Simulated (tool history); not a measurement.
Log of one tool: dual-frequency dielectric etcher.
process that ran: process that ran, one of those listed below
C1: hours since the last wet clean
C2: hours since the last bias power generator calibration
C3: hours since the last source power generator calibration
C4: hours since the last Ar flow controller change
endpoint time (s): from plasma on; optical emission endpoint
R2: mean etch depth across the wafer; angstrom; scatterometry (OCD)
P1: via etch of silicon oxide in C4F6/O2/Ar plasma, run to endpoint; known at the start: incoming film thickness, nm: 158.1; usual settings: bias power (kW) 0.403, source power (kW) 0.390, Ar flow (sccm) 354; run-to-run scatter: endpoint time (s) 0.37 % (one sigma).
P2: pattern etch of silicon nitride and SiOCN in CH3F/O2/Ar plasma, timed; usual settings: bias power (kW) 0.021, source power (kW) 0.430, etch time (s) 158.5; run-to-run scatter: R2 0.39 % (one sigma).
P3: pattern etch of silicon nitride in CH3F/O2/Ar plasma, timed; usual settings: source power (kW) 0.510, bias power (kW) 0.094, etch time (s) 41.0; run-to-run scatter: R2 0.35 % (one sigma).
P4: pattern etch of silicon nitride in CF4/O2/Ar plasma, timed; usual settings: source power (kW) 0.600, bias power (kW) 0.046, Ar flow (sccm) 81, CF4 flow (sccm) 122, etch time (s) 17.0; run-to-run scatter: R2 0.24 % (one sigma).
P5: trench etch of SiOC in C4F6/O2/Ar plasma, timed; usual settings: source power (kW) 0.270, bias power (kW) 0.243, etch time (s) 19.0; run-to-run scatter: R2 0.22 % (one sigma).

{"run": 1, "hour": 15.9, "process that ran": "P1", "bias power (kW)": 0.403, "source power (kW)": 0.39, "Ar flow (sccm)": 354, "C1": 117.8, "C2": 1711.2, "C3": 1074.4, "C4": 618.0, "endpoint time (s)": 39.424}
{"run": 2, "hour": 27.1, "process that ran": "P5", "bias power (kW)": 0.198, "source power (kW)": 0.27, "etch time (s)": 19.0, "C1": 129.0, "C2": 1722.4, "C3": 1085.6, "C4": 629.2, "R2": 343.8}
{"run": 3, "hour": 40.2, "process that ran": "P4", "bias power (kW)": 0.046, "source power (kW)": 0.36, "Ar flow (sccm)": 81, "etch time (s)": 17.0, "CF4 flow (sccm)": 122, "C1": 142.1, "C2": 1735.5, "C3": 1098.7, "C4": 642.3, "R2": 241.1}
{"run": 4, "hour": 49.5, "process that ran": "P4", "bias power (kW)": 0.046, "source power (kW)": 0.6, "Ar flow (sccm)": 81, "etch time (s)": 17.0, "CF4 flow (sccm)": 95, "C1": 151.4, "C2": 1744.8, "C3": 1108.0, "C4": 651.6, "R2": 368.71}
{"run": 5, "hour": 65.5, "process that ran": "P2", "bias power (kW)": 0.021, "source power (kW)": 0.43, "etch time (s)": 203.0, "C1": 167.4, "C2": 1760.8, "C3": 1124.0, "C4": 667.6, "R2": 280.5}
{"run": 6, "hour": 76.7, "process that ran": "P1", "bias power (kW)": 0.403, "source power (kW)": 0.39, "Ar flow (sccm)": 354, "C1": 178.6, "C2": 1772.0, "C3": 1135.2, "C4": 678.8, "endpoint time (s)": 39.717}
{"run": 7, "hour": 91.9, "process that ran": "P1", "bias power (kW)": 0.403, "source power (kW)": 0.3, "Ar flow (sccm)": 354, "C1": 193.8, "C2": 1787.2, "C3": 1150.4, "C4": 694.0, "endpoint time (s)": 43.651}
{"run": 8, "hour": 106.6, "process that ran": "P1", "bias power (kW)": 0.403, "source power (kW)": 0.39, "Ar flow (sccm)": 354, "C1": 208.5, "C2": 1801.9, "C3": 1165.1, "C4": 708.7, "endpoint time (s)": 39.703}
{"run": 9, "hour": 117.3, "process that ran": "P4", "bias power (kW)": 0.046, "source power (kW)": 0.6, "Ar flow (sccm)": 81, "etch time (s)": 17.0, "CF4 flow (sccm)": 122, "C1": 219.2, "C2": 1812.6, "C3": 1175.8, "C4": 719.4, "R2": 378.37}
{"run": 10, "hour": 129.0, "process that ran": "P4", "bias power (kW)": 0.046, "source power (kW)": 0.6, "Ar flow (sccm)": 81, "etch time (s)": 12.0, "CF4 flow (sccm)": 122, "C1": 230.9, "C2": 1824.3, "C3": 1187.5, "C4": 731.1, "R2": 268.27}
{"run": 11, "hour": 143.6, "process that ran": "P4", "bias power (kW)": 0.046, "source power (kW)": 0.6, "Ar flow (sccm)": 81, "etch time (s)": 17.0, "CF4 flow (sccm)": 122, "C1": 245.5, "C2": 1838.9, "C3": 1202.1, "C4": 745.7, "R2": 378.63}
{"run": 12, "hour": 157.8, "process that ran": "P1", "bias power (kW)": 0.403, "source power (kW)": 0.39, "Ar flow (sccm)": 276, "C1": 259.7, "C2": 1853.1, "C3": 1216.3, "C4": 759.9, "endpoint time (s)": 38.559}
{"run": 13, "hour": 171.0, "process that ran": "P2", "bias power (kW)": 0.027, "source power (kW)": 0.43, "etch time (s)": 158.5, "C1": 272.9, "C2": 1866.3, "C3": 1229.5, "C4": 773.1, "R2": 246.63}
{"run": 14, "hour": 179.0, "process that ran": "P5", "bias power (kW)": 0.243, "source power (kW)": 0.34, "etch time (s)": 19.0, "C1": 280.9, "C2": 1874.3, "C3": 1237.5, "C4": 781.1, "R2": 399.48}
{"run": 15, "hour": 192.7, "process that ran": "P2", "bias power (kW)": 0.021, "source power (kW)": 0.43, "etch time (s)": 158.5, "C1": 294.6, "C2": 1888.0, "C3": 1251.2, "C4": 794.8, "R2": 219.5}
{"run": 16, "hour": 205.0, "process that ran": "P5", "bias power (kW)": 0.243, "source power (kW)": 0.27, "etch time (s)": 14.5, "C1": 306.9, "C2": 1900.3, "C3": 1263.5, "C4": 807.1, "R2": 279.61}
{"run": 17, "hour": 220.7, "process that ran": "P1", "bias power (kW)": 0.269, "source power (kW)": 0.39, "Ar flow (sccm)": 354, "C1": 322.6, "C2": 1916.0, "C3": 1279.2, "C4": 822.8, "endpoint time (s)": 45.759}
{"run": 18, "hour": 233.0, "process that ran": "P4", "bias power (kW)": 0.031, "source power (kW)": 0.6, "Ar flow (sccm)": 81, "etch time (s)": 17.0, "CF4 flow (sccm)": 122, "C1": 334.9, "C2": 1928.3, "C3": 1291.5, "C4": 835.1, "R2": 332.36}
{"run": 19, "hour": 245.0, "process that ran": "P2", "bias power (kW)": 0.021, "source power (kW)": 0.61, "etch time (s)": 158.5, "C1": 346.9, "C2": 1940.3, "C3": 1303.5, "C4": 847.1, "R2": 248.69}
{"run": 20, "hour": 261.6, "process that ran": "P3", "bias power (kW)": 0.115, "source power (kW)": 0.51, "etch time (s)": 41.0, "C1": 363.5, "C2": 1956.9, "C3": 1320.1, "C4": 863.7, "R2": 384.74}
{"run": 21, "hour": 272.7, "process that ran": "P1", "bias power (kW)": 0.403, "source power (kW)": 0.39, "Ar flow (sccm)": 354, "C1": 374.6, "C2": 1968.0, "C3": 1331.2, "C4": 874.8, "endpoint time (s)": 39.766}
{"run": 22, "hour": 285.5, "process that ran": "P3", "bias power (kW)": 0.094, "source power (kW)": 0.51, "etch time (s)": 24.5, "C1": 387.4, "C2": 1980.8, "C3": 1344.0, "C4": 887.6, "R2": 214.06}
{"run": 23, "hour": 297.7, "process that ran": "P1", "bias power (kW)": 0.403, "source power (kW)": 0.53, "Ar flow (sccm)": 435, "C1": 399.6, "C2": 1993.0, "C3": 1356.2, "C4": 899.8, "endpoint time (s)": 36.27}
{"run": 24, "hour": 306.4, "process that ran": "P1", "bias power (kW)": 0.403, "source power (kW)": 0.39, "Ar flow (sccm)": 354, "C1": 408.3, "C2": 2001.7, "C3": 1364.9, "C4": 908.5, "endpoint time (s)": 39.651}
{"run": 25, "hour": 322.8, "process that ran": "P1", "bias power (kW)": 0.403, "source power (kW)": 0.39, "Ar flow (sccm)": 354, "C1": 424.7, "C2": 2018.1, "C3": 1381.3, "C4": 924.9, "endpoint time (s)": 39.487}
{"run": 26, "hour": 333.6, "process that ran": "P3", "bias power (kW)": 0.094, "source power (kW)": 0.4, "etch time (s)": 41.0, "C1": 435.5, "C2": 2028.9, "C3": 1392.1, "C4": 935.7, "R2": 329.44}
{"run": 27, "hour": 348.6, "process that ran": "P2", "bias power (kW)": 0.021, "source power (kW)": 0.43, "etch time (s)": 158.5, "C1": 450.5, "C2": 2043.9, "C3": 1407.1, "C4": 950.7, "R2": 219.26}
{"run": 28, "hour": 362.3, "process that ran": "P4", "bias power (kW)": 0.046, "source power (kW)": 0.6, "Ar flow (sccm)": 112, "etch time (s)": 17.0, "CF4 flow (sccm)": 122, "C1": 464.2, "C2": 2057.6, "C3": 1420.8, "C4": 964.4, "R2": 365.28}
{"run": 29, "hour": 377.4, "process that ran": "P1", "bias power (kW)": 0.403, "source power (kW)": 0.39, "Ar flow (sccm)": 462, "C1": 479.3, "C2": 2072.7, "C3": 1435.9, "C4": 979.5, "endpoint time (s)": 40.755}
{"run": 30, "hour": 392.7, "process that ran": "P1", "bias power (kW)": 0.255, "source power (kW)": 0.45, "Ar flow (sccm)": 354, "C1": 494.6, "C2": 2088.0, "C3": 1451.2, "C4": 994.8, "endpoint time (s)": 44.048}
{"run": 31, "hour": 403.8, "process that ran": "P3", "bias power (kW)": 0.094, "source power (kW)": 0.51, "etch time (s)": 41.0, "C1": 505.7, "C2": 2099.1, "C3": 1462.3, "C4": 1005.9, "R2": 361.23}
{"run": 32, "hour": 416.6, "process that ran": "P1", "bias power (kW)": 0.502, "source power (kW)": 0.39, "Ar flow (sccm)": 354, "C1": 518.5, "C2": 2111.9, "C3": 1475.1, "C4": 1018.7, "endpoint time (s)": 36.357}
{"run": 33, "hour": 426.1, "process that ran": "P5", "bias power (kW)": 0.243, "source power (kW)": 0.27, "etch time (s)": 19.0, "C1": 528.0, "C2": 2121.4, "C3": 1484.6, "C4": 1028.2, "R2": 367.94}
{"run": 34, "hour": 439.1, "process that ran": "P3", "bias power (kW)": 0.094, "source power (kW)": 0.51, "etch time (s)": 41.0, "C1": 541.0, "C2": 2134.4, "C3": 1497.6, "C4": 1041.2, "R2": 359.26}
{"run": 35, "hour": 453.0, "process that ran": "P1", "bias power (kW)": 0.403, "source power (kW)": 0.56, "Ar flow (sccm)": 354, "C1": 554.9, "C2": 2148.3, "C3": 1511.5, "C4": 1055.1, "endpoint time (s)": 34.355}
{"run": 36, "hour": 461.4, "process that ran": "P1", "bias power (kW)": 0.403, "source power (kW)": 0.39, "Ar flow (sccm)": 354, "C1": 563.3, "C2": 2156.7, "C3": 1519.9, "C4": 1063.5, "endpoint time (s)": 39.755}
{"run": 37, "hour": 474.5, "process that ran": "P1", "bias power (kW)": 0.403, "source power (kW)": 0.39, "Ar flow (sccm)": 354, "C1": 576.4, "C2": 2169.8, "C3": 1533.0, "C4": 1076.6, "endpoint time (s)": 39.907}
{"run": 38, "hour": 486.9, "process that ran": "P1", "bias power (kW)": 0.403, "source power (kW)": 0.39, "Ar flow (sccm)": 354, "C1": 588.8, "C2": 2182.2, "C3": 1545.4, "C4": 1089.0, "endpoint time (s)": 39.915}
{"run": 39, "hour": 497.2, "process that ran": "P1", "bias power (kW)": 0.403, "source power (kW)": 0.39, "Ar flow (sccm)": 354, "C1": 599.1, "C2": 2192.5, "C3": 1555.7, "C4": 1099.3, "endpoint time (s)": 40.285}
{"run": 40, "hour": 507.6, "process that ran": "P1", "bias power (kW)": 0.403, "source power (kW)": 0.39, "Ar flow (sccm)": 354, "C1": 609.5, "C2": 2202.9, "C3": 1566.1, "C4": 1109.7, "endpoint time (s)": 40.031}
{"run": 41, "hour": 517.3, "process that ran": "P1", "bias power (kW)": 0.403, "source power (kW)": 0.39, "Ar flow (sccm)": 354, "C1": 619.2, "C2": 2212.6, "C3": 1575.8, "C4": 1119.4, "endpoint time (s)": 40.176}
{"hour": 522.0, "done": "wet clean of the chamber"}
{"run": 42, "hour": 525.8, "process that ran": "P1", "bias power (kW)": 0.403, "source power (kW)": 0.39, "Ar flow (sccm)": 354, "C1": 3.8, "C2": 2221.1, "C3": 1584.3, "C4": 1127.9, "endpoint time (s)": 40.341}
{"run": 43, "hour": 537.1, "process that ran": "P1", "bias power (kW)": 0.403, "source power (kW)": 0.39, "Ar flow (sccm)": 354, "C1": 15.1, "C2": 2232.4, "C3": 1595.6, "C4": 1139.2, "endpoint time (s)": 40.274}
{"run": 44, "hour": 550.6, "process that ran": "P1", "bias power (kW)": 0.403, "source power (kW)": 0.39, "Ar flow (sccm)": 354, "C1": 28.6, "C2": 2245.9, "C3": 1609.1, "C4": 1152.7, "endpoint time (s)": 40.378}

What P1 gives has crept away from where it was. These 2 causes fit the log equally well, each at the size given:
A: source power that arrives under what is set, % = 4.82
B: bias power that arrives under what is set, % = 4.97
The creep began at about hour 461.4.
Why every other cause is out:
chamber walls in a state that lowers the etch rate, %: serviced at hour 522.0, which brought nothing back
Ar flow that arrives over what is set, %: at most 8, which would move endpoint time (s) by +0.9 %: too little, or the wrong way

4 check runs are offered, one wafer each, their results left as question marks. Which one tells the causes apart?
{"run": "check 1", "hour": 564.1, "process that ran": "P4", "bias power (kW)": 0.046, "source power (kW)": 0.6, "Ar flow (sccm)": 81, "etch time (s)": 17.0, "CF4 flow (sccm)": 122, "R2": "?"}
{"run": "check 2", "hour": 564.1, "process that ran": "P3", "bias power (kW)": 0.094, "source power (kW)": 0.51, "etch time (s)": 41.0, "R2": "?"}
{"run": "check 3", "hour": 564.1, "process that ran": "P2", "bias power (kW)": 0.021, "source power (kW)": 0.43, "etch time (s)": 158.5, "R2": "?"}
{"run": "check 4", "hour": 564.1, "process that ran": "P5", "bias power (kW)": 0.243, "source power (kW)": 0.27, "etch time (s)": 19.0, "R2": "?"}

What each check would give under each cause:
check=check_1 result=R2 if_A=362.34 if_B=371.89
check=check_2 result=R2 if_A=353.40 if_B=353.56
check=check_3 result=R2 if_A=215.96 if_B=214.89
check=check_4 result=R2 if_A=360.09 if_B=360.54
How far apart the two closest causes lie, in the result that separates them most: check 1 2.6 %; check 2 0.04 %; check 3 0.5 %; check 4 0.12 %
Only check 1 tells the causes apart: in the others they would give nearly the same result.

Then check 1 was run and gave: R2 372.23 angstrom. Which cause is it?

It is B: bias power that arrives under what is set, %.
